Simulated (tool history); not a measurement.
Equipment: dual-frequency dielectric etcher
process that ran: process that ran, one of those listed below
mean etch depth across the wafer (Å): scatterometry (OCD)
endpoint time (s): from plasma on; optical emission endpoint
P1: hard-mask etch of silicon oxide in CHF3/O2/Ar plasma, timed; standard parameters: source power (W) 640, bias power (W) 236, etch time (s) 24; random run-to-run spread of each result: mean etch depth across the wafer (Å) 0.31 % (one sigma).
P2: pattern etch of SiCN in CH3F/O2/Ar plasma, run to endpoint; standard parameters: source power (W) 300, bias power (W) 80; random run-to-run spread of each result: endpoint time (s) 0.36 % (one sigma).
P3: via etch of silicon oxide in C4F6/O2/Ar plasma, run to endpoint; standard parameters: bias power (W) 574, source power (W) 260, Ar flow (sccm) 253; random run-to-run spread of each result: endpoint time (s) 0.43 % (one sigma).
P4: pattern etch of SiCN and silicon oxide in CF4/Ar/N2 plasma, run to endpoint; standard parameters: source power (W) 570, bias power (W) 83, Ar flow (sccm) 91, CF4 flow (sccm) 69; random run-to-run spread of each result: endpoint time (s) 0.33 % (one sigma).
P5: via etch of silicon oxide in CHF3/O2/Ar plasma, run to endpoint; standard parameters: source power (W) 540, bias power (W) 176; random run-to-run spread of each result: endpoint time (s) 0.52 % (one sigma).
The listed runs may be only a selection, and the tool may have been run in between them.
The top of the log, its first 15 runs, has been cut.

run	hour	process that ran	source power (W)	bias power (W)	etch time (s)	Ar flow (sccm)	CF4 flow (sccm)	mean etch depth across the wafer (Å)	endpoint time (s)
16	95.2	P1	760	236	33			769.27	
17	101.9	P1	640	236	33			725.92	
18	109.4	P1	640	236	16			350.32	
19	115.2	P2	300	80					24.898
20	120.9	P1	640	236	24			523.86	
21	125.7	P1	640	236	24			526.57	
22	132.3	P1	880	236	24			595.23	
23	138.4	P2	300	48					29.864
24	142.3	P3	260	574		327			28.026
25	149.2	P3	260	574		253			27.235
26	156.7	P5	310	176					464.11
27	160.9	P1	640	236	24			524.79	
28	164.5	P1	780	236	15			355.27	
29	172	P5	540	176					379.41

Forecast run 30:
30	176.6	P5	540	176					?

{"run 30": {"endpoint time (s)": 375.59}}
